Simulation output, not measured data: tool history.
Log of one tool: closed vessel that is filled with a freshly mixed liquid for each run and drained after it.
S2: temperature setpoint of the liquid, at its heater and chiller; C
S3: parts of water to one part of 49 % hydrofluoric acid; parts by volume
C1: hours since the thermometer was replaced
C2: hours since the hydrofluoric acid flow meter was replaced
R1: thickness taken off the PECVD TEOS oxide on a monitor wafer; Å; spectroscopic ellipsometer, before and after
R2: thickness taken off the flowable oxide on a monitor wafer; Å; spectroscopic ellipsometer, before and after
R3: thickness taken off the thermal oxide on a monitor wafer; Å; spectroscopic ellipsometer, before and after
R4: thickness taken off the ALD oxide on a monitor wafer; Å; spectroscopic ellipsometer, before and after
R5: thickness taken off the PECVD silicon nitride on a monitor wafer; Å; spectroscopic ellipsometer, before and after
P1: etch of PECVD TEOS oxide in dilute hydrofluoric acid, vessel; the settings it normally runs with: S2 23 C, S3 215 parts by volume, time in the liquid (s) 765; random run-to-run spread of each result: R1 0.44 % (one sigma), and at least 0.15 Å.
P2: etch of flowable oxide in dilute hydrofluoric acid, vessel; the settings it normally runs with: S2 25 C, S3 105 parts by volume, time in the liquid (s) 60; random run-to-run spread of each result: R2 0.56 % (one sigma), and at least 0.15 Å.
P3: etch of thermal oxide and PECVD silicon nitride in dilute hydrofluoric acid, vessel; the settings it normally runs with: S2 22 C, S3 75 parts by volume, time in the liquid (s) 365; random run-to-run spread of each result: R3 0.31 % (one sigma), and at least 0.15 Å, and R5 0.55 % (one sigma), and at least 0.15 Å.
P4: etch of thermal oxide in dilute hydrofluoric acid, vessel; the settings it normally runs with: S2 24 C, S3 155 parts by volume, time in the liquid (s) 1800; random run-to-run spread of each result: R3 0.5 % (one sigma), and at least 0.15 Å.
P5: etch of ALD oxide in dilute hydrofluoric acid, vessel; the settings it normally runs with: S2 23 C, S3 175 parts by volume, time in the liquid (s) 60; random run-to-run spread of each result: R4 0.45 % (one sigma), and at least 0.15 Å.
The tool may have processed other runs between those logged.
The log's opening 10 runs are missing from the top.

run 11 hour=97.1 | process_that_ran=P1 S2=17.5 S3=215 time_in_the_liquid_(s)=765 | C1=215.8 C2=227.1 | R1=367.99
run 12 hour=106.6 | process_that_ran=P3 S2=22 S3=125 time_in_the_liquid_(s)=365 | C1=225.3 C2=236.6 | R3=116.81 R5=140.99
run 13 hour=115.1 | process_that_ran=P1 S2=23 S3=215 time_in_the_liquid_(s)=1275 | C1=233.8 C2=245.1 | R1=762.09
run 14 hour=121.6 | process_that_ran=P2 S2=25 S3=105 time_in_the_liquid_(s)=60 | C1=240.3 C2=251.6 | R2=123.18
run 15 hour=132.7 | process_that_ran=P1 S2=23 S3=370 time_in_the_liquid_(s)=765 | C1=251.4 C2=262.7 | R1=228.56
run 16 hour=138.6 | process_that_ran=P1 S2=19 S3=215 time_in_the_liquid_(s)=1115 | C1=257.3 C2=268.6 | R1=571.13
run 17 hour=148.2 | process_that_ran=P1 S2=23 S3=215 time_in_the_liquid_(s)=240 | C1=266.9 C2=278.2 | R1=143.52
run 18 hour=154.3 | process_that_ran=P1 S2=23 S3=215 time_in_the_liquid_(s)=765 | C1=273 C2=284.3 | R1=452.68
run 19 hour=160.6 | process_that_ran=P1 S2=18 S3=75 time_in_the_liquid_(s)=765 | C1=279.3 C2=290.6 | R1=1231.1
run 20 hour=170.3 | process_that_ran=P1 S2=23 S3=215 time_in_the_liquid_(s)=765 | C1=289 C2=300.3 | R1=451.32
run 21 hour=178.2 | process_that_ran=P1 S2=23 S3=65 time_in_the_liquid_(s)=765 | C1=296.9 C2=308.2 | R1=1783.8
run 22 hour=184.5 | process_that_ran=P1 S2=23 S3=215 time_in_the_liquid_(s)=765 | C1=303.2 C2=314.5 | R1=451.87
run 23 hour=189.9 | process_that_ran=P4 S2=24 S3=155 time_in_the_liquid_(s)=695 | C1=308.6 C2=319.9 | R3=195.57
run 24 hour=201.6 | process_that_ran=P5 S2=23 S3=175 time_in_the_liquid_(s)=60 | C1=320.3 C2=331.6 | R4=92.436
run 25 hour=208.7 | process_that_ran=P5 S2=23 S3=175 time_in_the_liquid_(s)=100 | C1=327.4 C2=338.7 | R4=152.41
run 26 hour=219.7 | process_that_ran=P1 S2=23 S3=215 time_in_the_liquid_(s)=765 | C1=338.4 C2=349.7 | R1=456.23
run 27 hour=227.5 | process_that_ran=P3 S2=22 S3=75 time_in_the_liquid_(s)=30 | C1=346.2 C2=357.5 | R3=17.082 R5=19.252
run 28 hour=237.8 | process_that_ran=P4 S2=24 S3=255 time_in_the_liquid_(s)=1800 | C1=356.5 C2=367.8 | R3=274.97
run 29 hour=250.4 | process_that_ran=P2 S2=25 S3=145 time_in_the_liquid_(s)=60 | C1=369.1 C2=380.4 | R2=83.144
run 30 hour=261.3 | process_that_ran=P5 S2=23 S3=110 time_in_the_liquid_(s)=60 | C1=380 C2=391.3 | R4=158.5
run 31 hour=271 | process_that_ran=P1 S2=23 S3=215 time_in_the_liquid_(s)=765 | C1=389.7 C2=401 | R1=455.06
run 32 hour=280.3 | process_that_ran=P3 S2=22 S3=75 time_in_the_liquid_(s)=365 | C1=399 C2=410.3 | R3=206.54 R5=233.73
run 33 hour=290.2 | process_that_ran=P3 S2=17 S3=75 time_in_the_liquid_(s)=365 | C1=408.9 C2=420.2 | R3=167.48 R5=165.38
run 34 hour=299.7 | process_that_ran=P1 S2=23 S3=215 time_in_the_liquid_(s)=765 | C1=418.4 C2=429.7 | R1=453.57
run 35 hour=312.4 | process_that_ran=P1 S2=23 S3=215 time_in_the_liquid_(s)=765 | C1=431.1 C2=442.4 | R1=433.84

Expected results for the next run?
run 36 hour=322.1 | process_that_ran=P1 S2=23 S3=215 time_in_the_liquid_(s)=765 | C1=440.8 C2=452.1 | R1=?

Run 36 gave R1 425.1 Å.

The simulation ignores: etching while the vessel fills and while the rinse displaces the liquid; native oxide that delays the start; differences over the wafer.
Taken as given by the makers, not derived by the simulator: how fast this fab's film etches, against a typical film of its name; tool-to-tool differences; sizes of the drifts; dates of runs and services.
